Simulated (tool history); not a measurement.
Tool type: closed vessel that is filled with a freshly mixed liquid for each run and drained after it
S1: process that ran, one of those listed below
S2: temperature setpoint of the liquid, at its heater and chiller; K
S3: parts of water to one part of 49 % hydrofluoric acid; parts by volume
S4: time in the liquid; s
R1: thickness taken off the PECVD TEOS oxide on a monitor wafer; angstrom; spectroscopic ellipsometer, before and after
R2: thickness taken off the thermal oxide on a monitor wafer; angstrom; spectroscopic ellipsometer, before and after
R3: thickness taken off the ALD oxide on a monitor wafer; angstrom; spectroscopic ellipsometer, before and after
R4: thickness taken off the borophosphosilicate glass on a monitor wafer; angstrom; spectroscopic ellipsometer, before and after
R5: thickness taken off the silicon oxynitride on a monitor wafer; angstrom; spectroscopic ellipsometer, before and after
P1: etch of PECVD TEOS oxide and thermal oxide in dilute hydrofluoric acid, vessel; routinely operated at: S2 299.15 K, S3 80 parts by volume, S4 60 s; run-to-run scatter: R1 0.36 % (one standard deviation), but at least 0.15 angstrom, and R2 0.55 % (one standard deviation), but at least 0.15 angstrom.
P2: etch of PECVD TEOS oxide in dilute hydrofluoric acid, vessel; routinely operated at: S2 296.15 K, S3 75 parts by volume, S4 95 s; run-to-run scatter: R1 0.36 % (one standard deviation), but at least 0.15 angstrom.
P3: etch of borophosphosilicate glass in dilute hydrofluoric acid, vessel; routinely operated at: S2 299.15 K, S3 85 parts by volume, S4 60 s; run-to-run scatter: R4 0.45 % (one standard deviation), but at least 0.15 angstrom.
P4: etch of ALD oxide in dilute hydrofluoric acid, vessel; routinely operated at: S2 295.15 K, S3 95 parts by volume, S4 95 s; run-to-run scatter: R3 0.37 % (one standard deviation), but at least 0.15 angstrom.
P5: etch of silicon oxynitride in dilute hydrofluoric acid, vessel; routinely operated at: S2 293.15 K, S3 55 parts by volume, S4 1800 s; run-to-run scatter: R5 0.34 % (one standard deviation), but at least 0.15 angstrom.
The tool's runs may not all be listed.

run 1 hour=6.2 | S1=P1 S2=299.15 S3=80 S4=60 | R1=149.4 R2=38.701
run 2 hour=12.8 | S1=P4 S2=295.15 S3=50 S4=95 | R3=547.24
run 3 hour=23.4 | S1=P3 S2=299.15 S3=85 S4=110 | R4=400.05
run 4 hour=29.9 | S1=P2 S2=296.15 S3=130 S4=95 | R1=147.21
run 5 hour=37.7 | S1=P1 S2=299.15 S3=80 S4=60 | R1=149.35 R2=38.894
run 6 hour=43.5 | S1=P5 S2=293.15 S3=85 S4=1800 | R5=251.42
run 7 hour=52.5 | S1=P1 S2=299.15 S3=80 S4=30 | R1=73.929 R2=19.708
run 8 hour=58.3 | S1=P3 S2=299.15 S3=85 S4=60 | R4=216.45
run 9 hour=67.2 | S1=P4 S2=295.15 S3=95 S4=95 | R3=270.71
run 10 hour=79 | S1=P2 S2=296.15 S3=75 S4=95 | R1=271.84
run 11 hour=86.6 | S1=P1 S2=299.15 S3=35 S4=60 | R1=361.9 R2=94.458
run 12 hour=95 | S1=P1 S2=299.15 S3=80 S4=105 | R1=260.96 R2=68.117
run 13 hour=101.9 | S1=P5 S2=293.15 S3=55 S4=1800 | R5=397.42
run 14 hour=107.1 | S1=P2 S2=290.15 S3=75 S4=95 | R1=209.88
run 15 hour=115.6 | S1=P5 S2=293.15 S3=55 S4=550 | R5=120.76
run 16 hour=123.2 | S1=P3 S2=306.15 S3=85 S4=60 | R4=283.74
run 17 hour=133.5 | S1=P1 S2=299.15 S3=110 S4=90 | R1=156.98 R2=40.513
run 18 hour=143.2 | S1=P4 S2=295.15 S3=95 S4=95 | R3=270.97
run 19 hour=155.2 | S1=P2 S2=296.15 S3=75 S4=30 | R1=85.858
run 20 hour=163.4 | S1=P5 S2=293.15 S3=55 S4=1800 | R5=395.31
run 21 hour=170.6 | S1=P4 S2=295.15 S3=95 S4=30 | R3=84.932
run 22 hour=178.7 | S1=P5 S2=290.15 S3=55 S4=1800 | R5=338.93
run 23 hour=187 | S1=P1 S2=295.65 S3=125 S4=60 | R1=78.762 R2=20.311
run 24 hour=194.8 | S1=P4 S2=303.65 S3=95 S4=95 | R3=376.54
run 25 hour=201.6 | S1=P1 S2=293.15 S3=80 S4=60 | R1=117.15 R2=30.485
run 26 hour=213.2 | S1=P3 S2=299.15 S3=135 S4=60 | R4=127.37
run 27 hour=221.1 | S1=P1 S2=306.15 S3=80 S4=60 | R1=194.2 R2=50.984
run 28 hour=227.3 | S1=P1 S2=299.15 S3=80 S4=60 | R1=148.92 R2=39.286
run 29 hour=233 | S1=P1 S2=299.15 S3=80 S4=60 | R1=148.75 R2=39.412
run 30 hour=240 | S1=P1 S2=303.15 S3=80 S4=30 | R1=86.707 R2=22.82
run 31 hour=248.9 | S1=P1 S2=299.15 S3=80 S4=60 | R1=149.58 R2=38.952
run 32 hour=259.3 | S1=P1 S2=299.15 S3=125 S4=60 | R1=89.954 R2=23.492
run 33 hour=267.3 | S1=P1 S2=299.15 S3=80 S4=60 | R1=149.04 R2=39.18
run 34 hour=274.9 | S1=P1 S2=299.15 S3=80 S4=60 | R1=143.96 R2=37.478
run 35 hour=284.1 | S1=P1 S2=299.15 S3=80 S4=60 | R1=141.26 R2=37.042
run 36 hour=289.8 | S1=P1 S2=299.15 S3=80 S4=60 | R1=138.31 R2=36.335
run 37 hour=298.8 | S1=P1 S2=299.15 S3=80 S4=60 | R1=137.76 R2=36.412
run 38 hour=304.2 | S1=P1 S2=299.15 S3=80 S4=60 | R1=138.07 R2=35.507
run 39 hour=314.4 | S1=P1 S2=299.15 S3=80 S4=60 | R1=138.41 R2=36.347
run 40 hour=322 | S1=P1 S2=299.15 S3=80 S4=60 | R1=137.54 R2=35.622
run 41 hour=333.2 | S1=P1 S2=299.15 S3=80 S4=60 | R1=136.77 R2=35.801

Compared with where it was, what P1 gives has crept away. Each cause listed below fits the log as well as the rest, at the size given for it:
A: hydrofluoric acid flow below the setpoint (%) = 7.49
B: liquid colder than its thermometer reads (K) = 2.17
Onset of the creep was near hour 267.3.

Consider the 4 single-wafer check runs listed below, results given as question marks: which one distinguishes between the causes by giving clearly different results for each?
run check 1 hour=344.4 | S1=P3 S2=305.65 S3=85 S4=60 | R4=?
run check 2 hour=344.4 | S1=P4 S2=301.15 S3=65 S4=95 | R3=?
run check 3 hour=344.4 | S1=P5 S2=290.15 S3=55 S4=725 | R5=?
run check 4 hour=344.4 | S1=P2 S2=296.15 S3=75 S4=30 | R1=?

Expected result of each check under each candidate cause:
check=check_1 result=R4 if_A=254.98 if_B=256.75
check=check_2 result=R3 if_A=479.83 if_B=479.43
check=check_3 result=R5 if_A=126.15 if_B=122.2
check=check_4 result=R1 if_A=78.663 if_B=78.365
How far apart the two closest causes lie, in the result that separates them most: check 1 0.69 %; check 2 0.08 %; check 3 3.18 %; check 4 0.38 %
Check 3 is the one run that separates the causes; every other check would come out nearly the same whichever cause is at work.

Running check 3 produced the following: R5 121.46 angstrom. Which one of the listed causes fits?

The cause is B: liquid colder than its thermometer reads (K).
